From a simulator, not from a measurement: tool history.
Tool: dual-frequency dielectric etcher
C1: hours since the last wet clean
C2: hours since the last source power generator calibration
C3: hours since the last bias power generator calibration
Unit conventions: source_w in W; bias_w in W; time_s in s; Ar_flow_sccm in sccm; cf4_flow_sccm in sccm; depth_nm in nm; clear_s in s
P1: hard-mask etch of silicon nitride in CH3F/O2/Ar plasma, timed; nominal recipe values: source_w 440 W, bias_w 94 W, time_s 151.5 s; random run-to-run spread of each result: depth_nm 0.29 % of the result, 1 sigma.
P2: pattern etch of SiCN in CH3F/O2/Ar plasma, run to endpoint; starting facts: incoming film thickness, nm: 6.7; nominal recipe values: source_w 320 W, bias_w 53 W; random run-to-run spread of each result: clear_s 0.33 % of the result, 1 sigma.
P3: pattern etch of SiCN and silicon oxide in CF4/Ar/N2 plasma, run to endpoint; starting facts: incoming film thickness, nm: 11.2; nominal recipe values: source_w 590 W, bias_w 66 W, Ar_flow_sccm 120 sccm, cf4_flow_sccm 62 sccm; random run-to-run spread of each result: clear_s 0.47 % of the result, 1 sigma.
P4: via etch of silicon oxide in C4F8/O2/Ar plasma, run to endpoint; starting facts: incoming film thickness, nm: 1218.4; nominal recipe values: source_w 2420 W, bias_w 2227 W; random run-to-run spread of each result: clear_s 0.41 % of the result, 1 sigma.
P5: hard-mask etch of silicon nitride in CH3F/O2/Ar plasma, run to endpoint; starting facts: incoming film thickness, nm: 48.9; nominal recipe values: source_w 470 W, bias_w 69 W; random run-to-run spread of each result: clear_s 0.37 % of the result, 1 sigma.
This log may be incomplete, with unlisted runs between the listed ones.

run 1 hour=4.0 | process=P1 source_w=440 bias_w=94 time_s=151.5 | C1=249.7 C2=1077.9 C3=1711.6 | depth_nm=120.110
run 2 hour=9.4 | process=P2 source_w=450 bias_w=53 | C1=255.1 C2=1083.3 C3=1717.0 | clear_s=19.0950
run 3 hour=15.7 | process=P4 source_w=2420 bias_w=1535 | C1=261.4 C2=1089.6 C3=1723.3 | clear_s=242.3000
run 4 hour=21.1 | process=P1 source_w=440 bias_w=94 time_s=151.5 | C1=266.8 C2=1095.0 C3=1728.7 | depth_nm=119.930
run 5 hour=25.1 | process=P1 source_w=440 bias_w=94 time_s=105.0 | C1=270.8 C2=1099.0 C3=1732.7 | depth_nm=83.104
run 6 hour=28.6 | process=P3 source_w=590 bias_w=87 Ar_flow_sccm=120 cf4_flow_sccm=62 | C1=274.3 C2=1102.5 C3=1736.2 | clear_s=9.9709
run 7 hour=32.1 | process=P5 source_w=650 bias_w=69 | C1=277.8 C2=1106.0 C3=1739.7 | clear_s=59.9270
run 8 hour=37.6 | process=P1 source_w=440 bias_w=94 time_s=151.5 | C1=283.3 C2=1111.5 C3=1745.2 | depth_nm=119.790
run 9 hour=42.7 | process=P1 source_w=440 bias_w=64 time_s=151.5 | C1=288.4 C2=1116.6 C3=1750.3 | depth_nm=104.950
run 10 hour=47.8 | process=P4 source_w=1700 bias_w=2227 | C1=293.5 C2=1121.7 C3=1755.4 | clear_s=252.0900
run 11 hour=54.0 | process=P3 source_w=350 bias_w=66 Ar_flow_sccm=120 cf4_flow_sccm=62 | C1=299.7 C2=1127.9 C3=1761.6 | clear_s=17.3350
run 12 hour=57.1 | process=P3 source_w=590 bias_w=66 Ar_flow_sccm=120 cf4_flow_sccm=62 | C1=302.8 C2=1131.0 C3=1764.7 | clear_s=10.9590
run 13 hour=62.8 | process=P5 source_w=470 bias_w=41 | C1=308.5 C2=1136.7 C3=1770.4 | clear_s=79.2120
run 14 hour=67.1 | process=P1 source_w=440 bias_w=94 time_s=151.5 | C1=312.8 C2=1141.0 C3=1774.7 | depth_nm=119.830
run 15 hour=69.8 | process=P1 source_w=440 bias_w=127 time_s=151.5 | C1=315.5 C2=1143.7 C3=1777.4 | depth_nm=134.110
run 16 hour=75.4 | process=P4 source_w=2420 bias_w=2227 | C1=321.1 C2=1149.3 C3=1783.0 | clear_s=221.0600
run 17 hour=80.2 | process=P1 source_w=330 bias_w=58 time_s=151.5 | C1=325.9 C2=1154.1 C3=1787.8 | depth_nm=90.981
run 18 hour=85.0 | process=P2 source_w=320 bias_w=53 | C1=330.7 C2=1158.9 C3=1792.6 | clear_s=21.7740
run 19 hour=89.0 | process=P1 source_w=360 bias_w=59 time_s=151.5 | C1=334.7 C2=1162.9 C3=1796.6 | depth_nm=95.199
run 20 hour=95.3 | process=P2 source_w=320 bias_w=32 | C1=341.0 C2=1169.2 C3=1802.9 | clear_s=25.5930
run 21 hour=99.3 | process=P3 source_w=590 bias_w=66 Ar_flow_sccm=158 cf4_flow_sccm=62 | C1=345.0 C2=1173.2 C3=1806.9 | clear_s=11.5510
run 22 hour=104.8 | process=P1 source_w=510 bias_w=94 time_s=211.0 | C1=350.5 C2=1178.7 C3=1812.4 | depth_nm=176.460
run 23 hour=110.9 | process=P3 source_w=590 bias_w=66 Ar_flow_sccm=120 cf4_flow_sccm=87 | C1=356.6 C2=1184.8 C3=1818.5 | clear_s=10.4060
run 24 hour=114.0 | process=P5 source_w=470 bias_w=69 | C1=359.7 C2=1187.9 C3=1821.6 | clear_s=67.8080
run 25 hour=117.9 | process=P1 source_w=440 bias_w=94 time_s=151.5 | C1=363.6 C2=1191.8 C3=1825.5 | depth_nm=119.420
run 26 hour=120.7 | process=P2 source_w=320 bias_w=53 | C1=366.4 C2=1194.6 C3=1828.3 | clear_s=21.8270
run 27 hour=126.0 | process=P1 source_w=520 bias_w=94 time_s=151.5 | C1=371.7 C2=1199.9 C3=1833.6 | depth_nm=127.640
run 28 hour=129.5 | process=P1 source_w=440 bias_w=94 time_s=213.0 | C1=375.2 C2=1203.4 C3=1837.1 | depth_nm=169.720
run 29 hour=133.2 | process=P1 source_w=440 bias_w=94 time_s=151.5 | C1=378.9 C2=1207.1 C3=1840.8 | depth_nm=119.630
run 30 hour=136.2 | process=P4 source_w=2420 bias_w=2227 | C1=381.9 C2=1210.1 C3=1843.8 | clear_s=219.6600
run 31 hour=140.8 | process=P1 source_w=300 bias_w=94 time_s=151.5 | C1=386.5 C2=1214.7 C3=1848.4 | depth_nm=104.100
run 32 hour=145.5 | process=P1 source_w=440 bias_w=94 time_s=151.5 | C1=391.2 C2=1219.4 C3=1853.1 | depth_nm=119.730
run 33 hour=150.3 | process=P1 source_w=440 bias_w=94 time_s=151.5 | C1=396.0 C2=1224.2 C3=1857.9 | depth_nm=121.000
run 34 hour=156.5 | process=P1 source_w=440 bias_w=94 time_s=151.5 | C1=402.2 C2=1230.4 C3=1864.1 | depth_nm=120.770

For run 35, what comes out?
run 35 hour=160.4 | process=P1 source_w=440 bias_w=94 time_s=151.5 | C1=406.1 C2=1234.3 C3=1868.0 | depth_nm=?

depth_nm: 122.230 nm
